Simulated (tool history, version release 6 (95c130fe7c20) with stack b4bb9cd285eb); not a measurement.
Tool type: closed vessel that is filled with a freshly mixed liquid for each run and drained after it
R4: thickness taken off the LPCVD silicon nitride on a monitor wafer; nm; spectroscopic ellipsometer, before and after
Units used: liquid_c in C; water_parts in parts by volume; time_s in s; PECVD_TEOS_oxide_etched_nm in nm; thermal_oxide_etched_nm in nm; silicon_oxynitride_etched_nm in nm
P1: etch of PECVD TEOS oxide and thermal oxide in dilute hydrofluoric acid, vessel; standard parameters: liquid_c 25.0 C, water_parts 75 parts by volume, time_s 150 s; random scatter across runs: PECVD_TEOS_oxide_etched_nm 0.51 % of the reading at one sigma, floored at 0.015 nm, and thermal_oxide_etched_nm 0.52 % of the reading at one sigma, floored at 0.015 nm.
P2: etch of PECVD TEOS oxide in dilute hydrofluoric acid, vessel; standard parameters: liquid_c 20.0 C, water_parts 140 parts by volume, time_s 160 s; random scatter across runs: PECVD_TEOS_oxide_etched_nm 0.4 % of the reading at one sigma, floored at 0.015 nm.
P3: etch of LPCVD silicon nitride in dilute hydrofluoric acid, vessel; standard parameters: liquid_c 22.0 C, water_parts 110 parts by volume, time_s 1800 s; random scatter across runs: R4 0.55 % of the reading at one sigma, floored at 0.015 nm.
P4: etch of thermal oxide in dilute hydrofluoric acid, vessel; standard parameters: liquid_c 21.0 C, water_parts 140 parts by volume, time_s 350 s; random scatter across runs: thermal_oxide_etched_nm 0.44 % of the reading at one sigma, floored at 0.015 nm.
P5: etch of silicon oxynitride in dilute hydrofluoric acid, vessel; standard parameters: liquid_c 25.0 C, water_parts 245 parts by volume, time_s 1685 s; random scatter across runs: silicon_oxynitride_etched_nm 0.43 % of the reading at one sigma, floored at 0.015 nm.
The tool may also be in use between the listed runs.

Run 1, hour 7.8: process P1, liquid_c 25.0 C, water_parts 75 parts by volume, time_s 150 s. Result: PECVD_TEOS_oxide_etched_nm 34.5320 nm, thermal_oxide_etched_nm 9.6215 nm.
Run 2, hour 15.9: process P1, liquid_c 32.5 C, water_parts 75 parts by volume, time_s 65 s. Result: PECVD_TEOS_oxide_etched_nm 19.8670 nm, thermal_oxide_etched_nm 5.6311 nm.
Run 3, hour 31.8: process P5, liquid_c 25.0 C, water_parts 145 parts by volume, time_s 1685 s. Result: silicon_oxynitride_etched_nm 17.0920 nm.
Run 4, hour 39.7: process P4, liquid_c 26.5 C, water_parts 140 parts by volume, time_s 350 s. Result: thermal_oxide_etched_nm 12.3370 nm.
Run 5, hour 54.6: process P3, liquid_c 22.0 C, water_parts 110 parts by volume, time_s 3090 s. Result: R4 11.0090 nm.
Run 6, hour 64.4: process P1, liquid_c 25.0 C, water_parts 130 parts by volume, time_s 150 s. Result: PECVD_TEOS_oxide_etched_nm 18.4880 nm, thermal_oxide_etched_nm 5.2606 nm.
Run 7, hour 80.3: process P3, liquid_c 22.0 C, water_parts 110 parts by volume, time_s 1800 s. Result: R4 6.3999 nm.
Run 8, hour 95.1: process P5, liquid_c 25.0 C, water_parts 245 parts by volume, time_s 255 s. Result: silicon_oxynitride_etched_nm 1.4275 nm.
Run 9, hour 106.7: process P2, liquid_c 25.5 C, water_parts 140 parts by volume, time_s 160 s. Result: PECVD_TEOS_oxide_etched_nm 9.7401 nm.
Run 10, hour 124.0: process P1, liquid_c 25.0 C, water_parts 75 parts by volume, time_s 150 s. Result: PECVD_TEOS_oxide_etched_nm 34.4100 nm, thermal_oxide_etched_nm 9.6389 nm.
Run 11, hour 136.5: process P1, liquid_c 25.0 C, water_parts 75 parts by volume, time_s 30 s. Result: PECVD_TEOS_oxide_etched_nm 6.9076 nm, thermal_oxide_etched_nm 1.9192 nm.
Run 12, hour 151.3: process P5, liquid_c 20.0 C, water_parts 245 parts by volume, time_s 1685 s. Result: silicon_oxynitride_etched_nm 7.4513 nm.
Run 13, hour 168.4: process P1, liquid_c 20.5 C, water_parts 75 parts by volume, time_s 245 s. Result: PECVD_TEOS_oxide_etched_nm 46.9200 nm, thermal_oxide_etched_nm 13.0750 nm.
Run 14, hour 179.6: process P3, liquid_c 27.0 C, water_parts 110 parts by volume, time_s 1800 s. Result: R4 8.7768 nm.
Run 15, hour 188.6: process P1, liquid_c 25.0 C, water_parts 75 parts by volume, time_s 150 s. Result: PECVD_TEOS_oxide_etched_nm 34.5490 nm, thermal_oxide_etched_nm 9.6055 nm.
Run 16, hour 198.7: process P4, liquid_c 21.0 C, water_parts 50 parts by volume, time_s 350 s. Result: thermal_oxide_etched_nm 31.1260 nm.
Run 17, hour 208.5: process P1, liquid_c 19.0 C, water_parts 75 parts by volume, time_s 150 s. Result: PECVD_TEOS_oxide_etched_nm 26.9540 nm, thermal_oxide_etched_nm 7.5766 nm.
Run 18, hour 223.9: process P5, liquid_c 25.0 C, water_parts 245 parts by volume, time_s 1685 s. Result: silicon_oxynitride_etched_nm 9.2869 nm.
Run 19, hour 236.5: process P1, liquid_c 32.0 C, water_parts 75 parts by volume, time_s 150 s. Result: PECVD_TEOS_oxide_etched_nm 45.5510 nm, thermal_oxide_etched_nm 12.6940 nm.
Run 20, hour 251.0: process P4, liquid_c 21.0 C, water_parts 140 parts by volume, time_s 350 s. Result: thermal_oxide_etched_nm 10.0130 nm.
Run 21, hour 259.3: process P1, liquid_c 19.0 C, water_parts 120 parts by volume, time_s 150 s. Result: PECVD_TEOS_oxide_etched_nm 16.1010 nm, thermal_oxide_etched_nm 4.4945 nm.
Run 22, hour 274.4: process P3, liquid_c 22.0 C, water_parts 165 parts by volume, time_s 1800 s. Result: R4 4.2864 nm.
Run 23, hour 283.0: process P1, liquid_c 25.0 C, water_parts 75 parts by volume, time_s 150 s. Result: PECVD_TEOS_oxide_etched_nm 34.3170 nm, thermal_oxide_etched_nm 9.6498 nm.
Run 24, hour 300.3: process P2, liquid_c 20.0 C, water_parts 140 parts by volume, time_s 250 s. Result: PECVD_TEOS_oxide_etched_nm 12.2320 nm.
Run 25, hour 314.8: process P1, liquid_c 25.0 C, water_parts 25 parts by volume, time_s 150 s. Result: PECVD_TEOS_oxide_etched_nm 110.3100 nm, thermal_oxide_etched_nm 31.1630 nm.
Run 26, hour 332.1: process P4, liquid_c 21.0 C, water_parts 140 parts by volume, time_s 350 s. Result: thermal_oxide_etched_nm 10.0740 nm.
Run 27, hour 345.0: process P1, liquid_c 25.0 C, water_parts 75 parts by volume, time_s 150 s. Result: PECVD_TEOS_oxide_etched_nm 34.5890 nm, thermal_oxide_etched_nm 9.6540 nm.
Run 28, hour 357.3: process P5, liquid_c 25.0 C, water_parts 245 parts by volume, time_s 1685 s. Result: silicon_oxynitride_etched_nm 9.3285 nm.
Run 29, hour 365.6: process P1, liquid_c 25.0 C, water_parts 75 parts by volume, time_s 245 s. Result: PECVD_TEOS_oxide_etched_nm 56.6020 nm, thermal_oxide_etched_nm 15.7330 nm.
Run 30, hour 381.8: process P2, liquid_c 20.0 C, water_parts 240 parts by volume, time_s 160 s. Result: PECVD_TEOS_oxide_etched_nm 4.1481 nm.
Run 31, hour 396.7: process P2, liquid_c 20.0 C, water_parts 140 parts by volume, time_s 160 s. Result: PECVD_TEOS_oxide_etched_nm 7.8904 nm.
Run 32, hour 405.4: process P4, liquid_c 21.0 C, water_parts 140 parts by volume, time_s 185 s. Result: thermal_oxide_etched_nm 5.3033 nm.
Run 33, hour 421.2: process P1, liquid_c 25.0 C, water_parts 75 parts by volume, time_s 150 s. Result: PECVD_TEOS_oxide_etched_nm 34.5150 nm, thermal_oxide_etched_nm 9.6286 nm.
Run 34, hour 434.1: process P1, liquid_c 25.0 C, water_parts 75 parts by volume, time_s 150 s. Result: PECVD_TEOS_oxide_etched_nm 35.3330 nm, thermal_oxide_etched_nm 9.9048 nm.
Run 35, hour 448.1: process P1, liquid_c 25.0 C, water_parts 75 parts by volume, time_s 150 s. Result: PECVD_TEOS_oxide_etched_nm 36.1350 nm, thermal_oxide_etched_nm 10.0770 nm.
Run 36, hour 460.6: process P1, liquid_c 25.0 C, water_parts 75 parts by volume, time_s 150 s. Result: PECVD_TEOS_oxide_etched_nm 36.3640 nm, thermal_oxide_etched_nm 10.1530 nm.

Estimate the outcome of run 37 from the log above:
Run 37, hour 471.5: process P1, liquid_c 25.0 C, water_parts 75 parts by volume, time_s 150 s. Result: PECVD_TEOS_oxide_etched_nm ?, thermal_oxide_etched_nm ?.

{"run 37": {"PECVD_TEOS_oxide_etched_nm": 36.678, "thermal_oxide_etched_nm": 10.26}}
